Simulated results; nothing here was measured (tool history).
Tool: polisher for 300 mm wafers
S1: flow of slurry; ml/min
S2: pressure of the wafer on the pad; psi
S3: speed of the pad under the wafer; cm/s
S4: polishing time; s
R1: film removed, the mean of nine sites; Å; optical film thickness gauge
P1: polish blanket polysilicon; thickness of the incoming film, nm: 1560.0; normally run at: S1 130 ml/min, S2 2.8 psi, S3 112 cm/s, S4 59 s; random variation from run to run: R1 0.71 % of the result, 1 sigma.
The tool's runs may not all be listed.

run 1 hour=10.3 | S1=130 S2=2.8 S3=112 S4=59 | R1=4944.1
run 2 hour=23.8 | S1=130 S2=2.8 S3=152 S4=59 | R1=6640.8
run 3 hour=37.4 | S1=80 S2=2.8 S3=112 S4=59 | R1=4361.9
run 4 hour=47.4 | S1=80 S2=2.8 S3=112 S4=45 | R1=3284.7
run 5 hour=60 | S1=130 S2=4.3 S3=112 S4=59 | R1=7590.2
run 6 hour=73.5 | S1=130 S2=2.8 S3=112 S4=59 | R1=4923.7
run 7 hour=82.7 | S1=130 S2=2.8 S3=112 S4=59 | R1=4882.5
run 8 hour=92.6 | S1=130 S2=1.6 S3=112 S4=59 | R1=2799.8
run 9 hour=100 | S1=130 S2=2.8 S3=112 S4=31 | R1=2552.9
-- hour=103.7 slurry nozzle cleaned
run 10 hour=110.6 | S1=130 S2=2.8 S3=50 S4=59 | R1=2207.8
run 11 hour=119.2 | S1=130 S2=2.8 S3=112 S4=59 | R1=4921.9
run 12 hour=130.5 | S1=205 S2=2.8 S3=112 S4=59 | R1=5292
run 13 hour=139.9 | S1=130 S2=2.8 S3=112 S4=59 | R1=4992.4
run 14 hour=147.3 | S1=130 S2=4.3 S3=112 S4=38 | R1=4895.2
run 15 hour=158.1 | S1=130 S2=2.8 S3=112 S4=94 | R1=7804.3
run 16 hour=164.2 | S1=130 S2=2.8 S3=112 S4=59 | R1=4891.5
run 17 hour=176.4 | S1=130 S2=2.8 S3=112 S4=59 | R1=4739.6
run 18 hour=183.6 | S1=130 S2=2.8 S3=112 S4=59 | R1=4577.3
-- hour=195.6 worn pad replaced by a new one
run 19 hour=196 | S1=130 S2=2.8 S3=112 S4=59 | R1=4462.9
run 20 hour=205.5 | S1=130 S2=2.8 S3=112 S4=59 | R1=4466.7
run 21 hour=212.6 | S1=130 S2=2.8 S3=112 S4=59 | R1=4374.4
run 22 hour=222 | S1=130 S2=2.8 S3=112 S4=59 | R1=4375.6
run 23 hour=232.8 | S1=130 S2=2.8 S3=112 S4=59 | R1=4358.9
run 24 hour=244.9 | S1=130 S2=2.8 S3=112 S4=59 | R1=4320.5

What P1 gives has crept away from where it was. These 2 causes fit the log equally well, each at the size given:
A: slurry flow missing at the pad, % = 39.4
B: head's pressure below its setpoint, % = 11.8
The creep began at about hour 164.2.
Why every other cause is out:
removal rate lost through wear of the pad, %: serviced at hour 195.6, which brought nothing back

4 check runs are offered, each on 3 wafers whose results are averaged, their results left as question marks. Which one tells the causes apart?
run check 1 hour=257 | S1=130 S2=2.8 S3=66 S4=59 | R1=?
run check 2 hour=257 | S1=130 S2=2.8 S3=150 S4=59 | R1=?
run check 3 hour=257 | S1=130 S2=2.2 S3=112 S4=59 | R1=?
run check 4 hour=257 | S1=185 S2=2.8 S3=112 S4=59 | R1=?

What each check would give under each cause:
check=check_1 result=R1 if_A=2553 if_B=2552.3
check=check_2 result=R1 if_A=5802.2 if_B=5800.6
check=check_3 result=R1 if_A=3404 if_B=3403
check=check_4 result=R1 if_A=4758.6 if_B=4597.9
How far apart the two closest causes lie, in the result that separates them most: check 1 0.03 %; check 2 0.03 %; check 3 0.03 %; check 4 3.44 %
Check 4 tells the causes apart: in the others they would give nearly the same result.

Check 4 was then run and gave: R1 4731.6 Å. Which cause is it?

It is A: slurry flow missing at the pad, %.

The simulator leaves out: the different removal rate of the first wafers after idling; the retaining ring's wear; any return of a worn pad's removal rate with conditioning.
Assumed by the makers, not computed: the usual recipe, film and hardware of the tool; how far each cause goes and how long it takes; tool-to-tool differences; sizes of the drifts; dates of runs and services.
